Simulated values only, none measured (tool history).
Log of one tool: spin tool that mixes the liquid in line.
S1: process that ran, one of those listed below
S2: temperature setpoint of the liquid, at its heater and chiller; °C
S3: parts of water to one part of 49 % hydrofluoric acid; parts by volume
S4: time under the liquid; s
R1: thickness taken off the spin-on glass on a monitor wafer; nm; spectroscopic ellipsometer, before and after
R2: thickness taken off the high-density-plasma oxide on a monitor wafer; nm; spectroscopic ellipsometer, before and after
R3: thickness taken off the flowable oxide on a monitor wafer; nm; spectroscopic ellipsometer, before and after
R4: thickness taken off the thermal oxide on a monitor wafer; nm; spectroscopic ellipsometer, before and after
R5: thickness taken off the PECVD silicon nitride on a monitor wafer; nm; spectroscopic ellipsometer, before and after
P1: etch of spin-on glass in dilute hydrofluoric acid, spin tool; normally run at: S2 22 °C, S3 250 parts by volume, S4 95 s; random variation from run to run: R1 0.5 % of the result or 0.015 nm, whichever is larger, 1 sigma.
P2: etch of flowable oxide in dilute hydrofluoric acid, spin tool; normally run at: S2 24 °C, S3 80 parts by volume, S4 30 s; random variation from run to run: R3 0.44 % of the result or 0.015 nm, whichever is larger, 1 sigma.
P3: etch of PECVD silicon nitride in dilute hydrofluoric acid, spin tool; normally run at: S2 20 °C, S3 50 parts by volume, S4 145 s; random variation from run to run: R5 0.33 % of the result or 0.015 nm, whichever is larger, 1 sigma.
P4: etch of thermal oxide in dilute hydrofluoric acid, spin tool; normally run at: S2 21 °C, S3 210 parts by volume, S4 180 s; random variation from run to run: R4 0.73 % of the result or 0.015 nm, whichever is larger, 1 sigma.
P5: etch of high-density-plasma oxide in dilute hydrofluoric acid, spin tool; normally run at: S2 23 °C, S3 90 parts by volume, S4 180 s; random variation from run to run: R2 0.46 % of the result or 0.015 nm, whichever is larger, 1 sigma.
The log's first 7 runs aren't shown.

Run 8, hour 77.3: S1 P2, S2 24 °C, S3 140 parts by volume, S4 30 s. Result: R3 6.1709 nm.
Run 9, hour 91.1: S1 P4, S2 21 °C, S3 210 parts by volume, S4 180 s. Result: R4 3.1943 nm.
Run 10, hour 101.3: S1 P3, S2 20 °C, S3 50 parts by volume, S4 145 s. Result: R5 9.2745 nm.
Run 11, hour 111.8: S1 P2, S2 24 °C, S3 80 parts by volume, S4 30 s. Result: R3 11.632 nm.
Run 12, hour 125.5: S1 P4, S2 21 °C, S3 210 parts by volume, S4 15 s. Result: R4 0.25367 nm.
Run 13, hour 136.1: S1 P1, S2 22 °C, S3 250 parts by volume, S4 95 s. Result: R1 11.191 nm.
Run 14, hour 142.6: S1 P1, S2 22 °C, S3 60 parts by volume, S4 95 s. Result: R1 57.079 nm.
Run 15, hour 150.6: S1 P5, S2 23 °C, S3 90 parts by volume, S4 180 s. Result: R2 10.162 nm.
Run 16, hour 158.4: S1 P4, S2 25.5 °C, S3 210 parts by volume, S4 180 s. Result: R4 3.792 nm.
Run 17, hour 165.9: S1 P2, S2 30.5 °C, S3 80 parts by volume, S4 30 s. Result: R3 15.08 nm.
Run 18, hour 180: S1 P2, S2 24 °C, S3 80 parts by volume, S4 30 s. Result: R3 11.659 nm.
Run 19, hour 187.6: S1 P4, S2 21 °C, S3 385 parts by volume, S4 180 s. Result: R4 1.4573 nm.
Run 20, hour 194.2: S1 P1, S2 29 °C, S3 250 parts by volume, S4 180 s. Result: R1 26.941 nm.
Run 21, hour 201.6: S1 P3, S2 26.5 °C, S3 50 parts by volume, S4 145 s. Result: R5 14.4 nm.
Run 22, hour 215.1: S1 P1, S2 17 °C, S3 420 parts by volume, S4 95 s. Result: R1 4.7618 nm.
Run 23, hour 221.5: S1 P5, S2 23 °C, S3 90 parts by volume, S4 340 s. Result: R2 19.104 nm.
Run 24, hour 234.3: S1 P1, S2 22 °C, S3 250 parts by volume, S4 15 s. Result: R1 1.7676 nm.
Run 25, hour 242: S1 P3, S2 20 °C, S3 50 parts by volume, S4 275 s. Result: R5 17.561 nm.
Run 26, hour 252: S1 P1, S2 22 °C, S3 250 parts by volume, S4 95 s. Result: R1 11.206 nm.

The next listed run, before its measurement:
Run 27, hour 259.7: S1 P4, S2 21 °C, S3 210 parts by volume, S4 180 s. Result: R4 ?.

R4: 3.1692 nm

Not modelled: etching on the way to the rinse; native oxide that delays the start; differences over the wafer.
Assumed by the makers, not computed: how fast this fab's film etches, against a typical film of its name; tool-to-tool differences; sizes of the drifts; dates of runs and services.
